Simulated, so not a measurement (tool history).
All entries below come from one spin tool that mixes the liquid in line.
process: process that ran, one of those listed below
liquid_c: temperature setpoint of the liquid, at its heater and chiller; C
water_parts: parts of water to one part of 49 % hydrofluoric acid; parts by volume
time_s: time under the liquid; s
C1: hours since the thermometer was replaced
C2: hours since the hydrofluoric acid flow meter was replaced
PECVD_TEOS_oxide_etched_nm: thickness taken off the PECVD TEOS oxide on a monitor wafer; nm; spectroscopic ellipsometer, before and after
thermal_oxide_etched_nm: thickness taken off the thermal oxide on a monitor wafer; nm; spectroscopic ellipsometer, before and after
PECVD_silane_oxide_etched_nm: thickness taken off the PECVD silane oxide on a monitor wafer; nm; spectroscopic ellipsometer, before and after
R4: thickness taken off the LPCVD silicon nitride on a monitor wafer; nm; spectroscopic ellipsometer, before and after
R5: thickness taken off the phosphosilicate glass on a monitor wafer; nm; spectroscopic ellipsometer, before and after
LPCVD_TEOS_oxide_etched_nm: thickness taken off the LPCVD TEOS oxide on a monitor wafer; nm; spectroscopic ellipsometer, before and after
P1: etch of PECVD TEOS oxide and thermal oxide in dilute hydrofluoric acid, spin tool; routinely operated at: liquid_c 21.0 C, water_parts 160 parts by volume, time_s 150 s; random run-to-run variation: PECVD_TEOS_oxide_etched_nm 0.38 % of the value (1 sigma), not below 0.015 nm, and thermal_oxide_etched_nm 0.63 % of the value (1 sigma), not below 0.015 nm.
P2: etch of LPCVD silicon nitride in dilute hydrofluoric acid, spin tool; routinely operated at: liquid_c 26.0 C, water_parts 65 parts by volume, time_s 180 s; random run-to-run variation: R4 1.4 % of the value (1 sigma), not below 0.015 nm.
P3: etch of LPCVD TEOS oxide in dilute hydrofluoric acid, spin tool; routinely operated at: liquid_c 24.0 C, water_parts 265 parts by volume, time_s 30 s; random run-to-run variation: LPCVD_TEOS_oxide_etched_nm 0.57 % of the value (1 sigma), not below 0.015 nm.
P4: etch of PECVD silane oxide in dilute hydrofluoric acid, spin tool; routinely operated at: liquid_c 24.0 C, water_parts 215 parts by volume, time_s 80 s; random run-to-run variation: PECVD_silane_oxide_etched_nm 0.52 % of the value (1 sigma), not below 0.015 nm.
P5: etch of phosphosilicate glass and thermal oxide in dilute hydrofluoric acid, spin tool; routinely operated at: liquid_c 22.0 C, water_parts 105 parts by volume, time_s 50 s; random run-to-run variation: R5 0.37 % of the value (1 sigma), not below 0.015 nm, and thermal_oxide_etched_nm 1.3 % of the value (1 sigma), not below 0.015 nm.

{"run": 1, "day": 0.467, "process": "P1", "liquid_c": 21.0, "water_parts": 160, "time_s": 150, "C1": 435.4, "C2": 403.5, "PECVD_TEOS_oxide_etched_nm": 13.023, "thermal_oxide_etched_nm": 3.8009}
{"run": 2, "day": 0.946, "process": "P4", "liquid_c": 17.0, "water_parts": 215, "time_s": 80, "C1": 446.9, "C2": 415.0, "PECVD_silane_oxide_etched_nm": 8.7394}
{"run": 3, "day": 1.475, "process": "P4", "liquid_c": 24.0, "water_parts": 215, "time_s": 80, "C1": 459.6, "C2": 427.7, "PECVD_silane_oxide_etched_nm": 11.439}
{"run": 4, "day": 2.104, "process": "P1", "liquid_c": 21.0, "water_parts": 280, "time_s": 150, "C1": 474.7, "C2": 442.8, "PECVD_TEOS_oxide_etched_nm": 6.6015, "thermal_oxide_etched_nm": 1.9186}
{"run": 5, "day": 2.621, "process": "P4", "liquid_c": 24.0, "water_parts": 215, "time_s": 80, "C1": 487.1, "C2": 455.2, "PECVD_silane_oxide_etched_nm": 11.437}
{"run": 6, "day": 3.025, "process": "P2", "liquid_c": 26.0, "water_parts": 20, "time_s": 180, "C1": 496.8, "C2": 464.9, "R4": 5.371}
{"run": 7, "day": 3.55, "process": "P5", "liquid_c": 22.0, "water_parts": 105, "time_s": 50, "C1": 509.4, "C2": 477.5, "thermal_oxide_etched_nm": 1.9797, "R5": 26.59}
{"run": 8, "day": 4.133, "process": "P1", "liquid_c": 17.0, "water_parts": 160, "time_s": 150, "C1": 523.4, "C2": 491.5, "PECVD_TEOS_oxide_etched_nm": 11.088, "thermal_oxide_etched_nm": 3.2229}
{"run": 9, "day": 4.65, "process": "P2", "liquid_c": 26.0, "water_parts": 65, "time_s": 180, "C1": 535.8, "C2": 503.9, "R4": 1.7722}
{"run": 10, "day": 5.25, "process": "P3", "liquid_c": 24.0, "water_parts": 265, "time_s": 30, "C1": 550.2, "C2": 518.3, "LPCVD_TEOS_oxide_etched_nm": 5.0849}
{"run": 11, "day": 5.579, "process": "P1", "liquid_c": 21.0, "water_parts": 160, "time_s": 150, "C1": 558.1, "C2": 526.2, "PECVD_TEOS_oxide_etched_nm": 13.091, "thermal_oxide_etched_nm": 3.7639}
{"run": 12, "day": 6.038, "process": "P2", "liquid_c": 31.5, "water_parts": 65, "time_s": 180, "C1": 569.1, "C2": 537.2, "R4": 2.4466}
{"run": 13, "day": 6.562, "process": "P3", "liquid_c": 24.0, "water_parts": 105, "time_s": 30, "C1": 581.7, "C2": 549.8, "LPCVD_TEOS_oxide_etched_nm": 15.286}
{"run": 14, "day": 7.104, "process": "P3", "liquid_c": 24.0, "water_parts": 265, "time_s": 60, "C1": 594.7, "C2": 562.8, "LPCVD_TEOS_oxide_etched_nm": 10.092}
{"run": 15, "day": 7.533, "process": "P1", "liquid_c": 21.0, "water_parts": 40, "time_s": 150, "C1": 605.0, "C2": 573.1, "PECVD_TEOS_oxide_etched_nm": 59.793, "thermal_oxide_etched_nm": 17.56}
{"run": 16, "day": 7.821, "process": "P1", "liquid_c": 21.0, "water_parts": 160, "time_s": 150, "C1": 611.9, "C2": 580.0, "PECVD_TEOS_oxide_etched_nm": 12.995, "thermal_oxide_etched_nm": 3.7893}
{"run": 17, "day": 8.121, "process": "P5", "liquid_c": 22.0, "water_parts": 140, "time_s": 50, "C1": 619.1, "C2": 587.2, "thermal_oxide_etched_nm": 1.4615, "R5": 19.114}
{"run": 18, "day": 8.629, "process": "P4", "liquid_c": 24.0, "water_parts": 380, "time_s": 80, "C1": 631.3, "C2": 599.4, "PECVD_silane_oxide_etched_nm": 5.4842}
{"run": 19, "day": 8.904, "process": "P1", "liquid_c": 21.0, "water_parts": 160, "time_s": 300, "C1": 637.9, "C2": 606.0, "PECVD_TEOS_oxide_etched_nm": 26.011, "thermal_oxide_etched_nm": 7.5472}
{"run": 20, "day": 9.492, "process": "P4", "liquid_c": 24.0, "water_parts": 215, "time_s": 160, "C1": 652.0, "C2": 620.1, "PECVD_silane_oxide_etched_nm": 22.777}
{"run": 21, "day": 9.983, "process": "P2", "liquid_c": 26.0, "water_parts": 65, "time_s": 180, "C1": 663.8, "C2": 631.9, "R4": 1.7119}
{"run": 22, "day": 10.429, "process": "P1", "liquid_c": 21.0, "water_parts": 160, "time_s": 150, "C1": 674.5, "C2": 642.6, "PECVD_TEOS_oxide_etched_nm": 13.094, "thermal_oxide_etched_nm": 3.8083}
{"run": 23, "day": 11.038, "process": "P1", "liquid_c": 21.0, "water_parts": 160, "time_s": 150, "C1": 689.1, "C2": 657.2, "PECVD_TEOS_oxide_etched_nm": 13.059, "thermal_oxide_etched_nm": 3.793}
{"run": 24, "day": 11.433, "process": "P1", "liquid_c": 21.0, "water_parts": 160, "time_s": 65, "C1": 698.6, "C2": 666.7, "PECVD_TEOS_oxide_etched_nm": 5.6352, "thermal_oxide_etched_nm": 1.6844}
{"run": 25, "day": 11.875, "process": "P5", "liquid_c": 22.0, "water_parts": 105, "time_s": 25, "C1": 709.2, "C2": 677.3, "thermal_oxide_etched_nm": 0.9869, "R5": 13.24}
{"run": 26, "day": 12.279, "process": "P1", "liquid_c": 28.0, "water_parts": 160, "time_s": 40, "C1": 718.9, "C2": 687.0, "PECVD_TEOS_oxide_etched_nm": 4.5272, "thermal_oxide_etched_nm": 1.3177}
{"run": 27, "day": 12.829, "process": "P3", "liquid_c": 30.5, "water_parts": 265, "time_s": 30, "C1": 732.1, "C2": 700.2, "LPCVD_TEOS_oxide_etched_nm": 6.383}

The next listed run, before its measurement:
{"run": 28, "day": 13.408, "process": "P5", "liquid_c": 30.0, "water_parts": 105, "time_s": 50, "C1": 746.0, "C2": 714.1, "thermal_oxide_etched_nm": "?", "R5": "?"}

{"run 28": {"thermal_oxide_etched_nm": 2.7342, "R5": 36.178}}
